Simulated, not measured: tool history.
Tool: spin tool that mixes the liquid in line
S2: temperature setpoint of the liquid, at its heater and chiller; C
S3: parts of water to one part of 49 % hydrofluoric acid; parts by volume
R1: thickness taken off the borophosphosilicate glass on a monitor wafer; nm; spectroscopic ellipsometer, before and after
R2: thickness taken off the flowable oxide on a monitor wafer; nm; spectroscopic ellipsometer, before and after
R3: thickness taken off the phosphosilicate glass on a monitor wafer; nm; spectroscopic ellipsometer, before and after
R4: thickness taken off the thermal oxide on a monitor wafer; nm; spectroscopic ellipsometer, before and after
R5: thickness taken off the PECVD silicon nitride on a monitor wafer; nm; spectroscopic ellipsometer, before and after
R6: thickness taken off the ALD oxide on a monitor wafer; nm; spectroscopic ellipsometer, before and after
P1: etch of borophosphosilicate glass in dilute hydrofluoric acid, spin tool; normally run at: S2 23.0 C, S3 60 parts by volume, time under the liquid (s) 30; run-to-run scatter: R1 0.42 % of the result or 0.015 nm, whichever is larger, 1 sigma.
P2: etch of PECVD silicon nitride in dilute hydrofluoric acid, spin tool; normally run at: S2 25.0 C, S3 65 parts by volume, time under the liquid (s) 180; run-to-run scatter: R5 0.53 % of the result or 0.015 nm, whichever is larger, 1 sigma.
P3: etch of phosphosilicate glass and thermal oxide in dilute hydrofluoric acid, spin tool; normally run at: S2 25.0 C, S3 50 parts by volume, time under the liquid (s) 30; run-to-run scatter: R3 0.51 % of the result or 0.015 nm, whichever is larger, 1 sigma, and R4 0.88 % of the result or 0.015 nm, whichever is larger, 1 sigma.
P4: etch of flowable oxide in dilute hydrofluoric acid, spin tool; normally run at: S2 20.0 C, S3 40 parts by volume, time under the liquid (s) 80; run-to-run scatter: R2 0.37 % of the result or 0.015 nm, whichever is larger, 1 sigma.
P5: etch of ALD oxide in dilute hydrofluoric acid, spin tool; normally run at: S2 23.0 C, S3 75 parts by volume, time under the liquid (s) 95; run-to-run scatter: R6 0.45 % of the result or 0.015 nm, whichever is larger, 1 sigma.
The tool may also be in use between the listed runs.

Run 1, hour 7.0: process that ran P1, S2 23.0 C, S3 60 parts by volume, time under the liquid (s) 30. Result: R1 13.1590 nm.
Run 2, hour 14.0: process that ran P4, S2 17.0 C, S3 40 parts by volume, time under the liquid (s) 80. Result: R2 32.706 nm.
Run 3, hour 23.7: process that ran P3, S2 29.0 C, S3 50 parts by volume, time under the liquid (s) 30. Result: R3 73.621 nm, R4 3.5978 nm.
Run 4, hour 35.4: process that ran P2, S2 25.0 C, S3 65 parts by volume, time under the liquid (s) 20. Result: R5 0.88442 nm.
Run 5, hour 46.2: process that ran P1, S2 23.0 C, S3 30 parts by volume, time under the liquid (s) 30. Result: R1 27.3220 nm.
Run 6, hour 61.7: process that ran P3, S2 25.0 C, S3 50 parts by volume, time under the liquid (s) 15. Result: R3 31.410 nm, R4 1.5442 nm.
Run 7, hour 71.2: process that ran P1, S2 23.0 C, S3 85 parts by volume, time under the liquid (s) 30. Result: R1 9.0082 nm.
Run 8, hour 84.7: process that ran P5, S2 30.0 C, S3 75 parts by volume, time under the liquid (s) 95. Result: R6 50.331 nm.
Run 9, hour 95.6: process that ran P4, S2 20.0 C, S3 20 parts by volume, time under the liquid (s) 80. Result: R2 76.429 nm.
Run 10, hour 104.5: process that ran P1, S2 23.0 C, S3 60 parts by volume, time under the liquid (s) 30. Result: R1 13.1850 nm.
Run 11, hour 119.0: process that ran P1, S2 27.5 C, S3 35 parts by volume, time under the liquid (s) 30. Result: R1 27.8850 nm.
Run 12, hour 131.0: process that ran P5, S2 23.0 C, S3 75 parts by volume, time under the liquid (s) 135. Result: R6 54.042 nm.
Run 13, hour 139.0: process that ran P2, S2 25.0 C, S3 110 parts by volume, time under the liquid (s) 180. Result: R5 4.77970 nm.
Run 14, hour 150.8: process that ran P4, S2 20.0 C, S3 40 parts by volume, time under the liquid (s) 80. Result: R2 37.084 nm.
Run 15, hour 158.6: process that ran P1, S2 17.0 C, S3 40 parts by volume, time under the liquid (s) 30. Result: R1 15.5390 nm.
Run 16, hour 171.1: process that ran P3, S2 25.0 C, S3 20 parts by volume, time under the liquid (s) 30. Result: R3 162.260 nm, R4 7.9704 nm.
Run 17, hour 184.5: process that ran P1, S2 17.0 C, S3 60 parts by volume, time under the liquid (s) 30. Result: R1 10.2220 nm.
Run 18, hour 196.4: process that ran P1, S2 23.0 C, S3 60 parts by volume, time under the liquid (s) 30. Result: R1 13.1400 nm.
Run 19, hour 212.1: process that ran P1, S2 23.0 C, S3 60 parts by volume, time under the liquid (s) 30. Result: R1 13.1230 nm.
Run 20, hour 221.6: process that ran P1, S2 23.0 C, S3 60 parts by volume, time under the liquid (s) 30. Result: R1 13.1630 nm.
At hour 233.9: hydrofluoric acid flow meter replaced.
Run 21, hour 237.0: process that ran P5, S2 23.0 C, S3 130 parts by volume, time under the liquid (s) 95. Result: R6 20.681 nm.
Run 22, hour 247.9: process that ran P1, S2 23.0 C, S3 60 parts by volume, time under the liquid (s) 30. Result: R1 13.1780 nm.
Run 23, hour 261.1: process that ran P1, S2 23.0 C, S3 60 parts by volume, time under the liquid (s) 15. Result: R1 6.5774 nm.
Run 24, hour 276.0: process that ran P1, S2 23.0 C, S3 60 parts by volume, time under the liquid (s) 30. Result: R1 13.1040 nm.
At hour 288.6: thermometer replaced.
Run 25, hour 291.0: process that ran P2, S2 25.0 C, S3 65 parts by volume, time under the liquid (s) 180. Result: R5 7.93590 nm.
Run 26, hour 304.4: process that ran P4, S2 20.0 C, S3 40 parts by volume, time under the liquid (s) 130. Result: R2 60.410 nm.
Run 27, hour 314.4: process that ran P1, S2 23.0 C, S3 60 parts by volume, time under the liquid (s) 65. Result: R1 28.4760 nm.
Run 28, hour 327.2: process that ran P1, S2 27.0 C, S3 60 parts by volume, time under the liquid (s) 30. Result: R1 15.5800 nm.
Run 29, hour 337.0: process that ran P2, S2 18.5 C, S3 65 parts by volume, time under the liquid (s) 180. Result: R5 5.13810 nm.
Run 30, hour 352.7: process that ran P4, S2 20.0 C, S3 40 parts by volume, time under the liquid (s) 80. Result: R2 37.059 nm.
Run 31, hour 365.4: process that ran P2, S2 25.0 C, S3 65 parts by volume, time under the liquid (s) 180. Result: R5 7.91010 nm.
Run 32, hour 374.2: process that ran P3, S2 25.0 C, S3 50 parts by volume, time under the liquid (s) 30. Result: R3 62.786 nm, R4 3.1236 nm.

The next listed run, before its measurement:
Run 33, hour 384.2: process that ran P5, S2 23.0 C, S3 75 parts by volume, time under the liquid (s) 95. Result: R6 ?.

R6: 38.218 nm

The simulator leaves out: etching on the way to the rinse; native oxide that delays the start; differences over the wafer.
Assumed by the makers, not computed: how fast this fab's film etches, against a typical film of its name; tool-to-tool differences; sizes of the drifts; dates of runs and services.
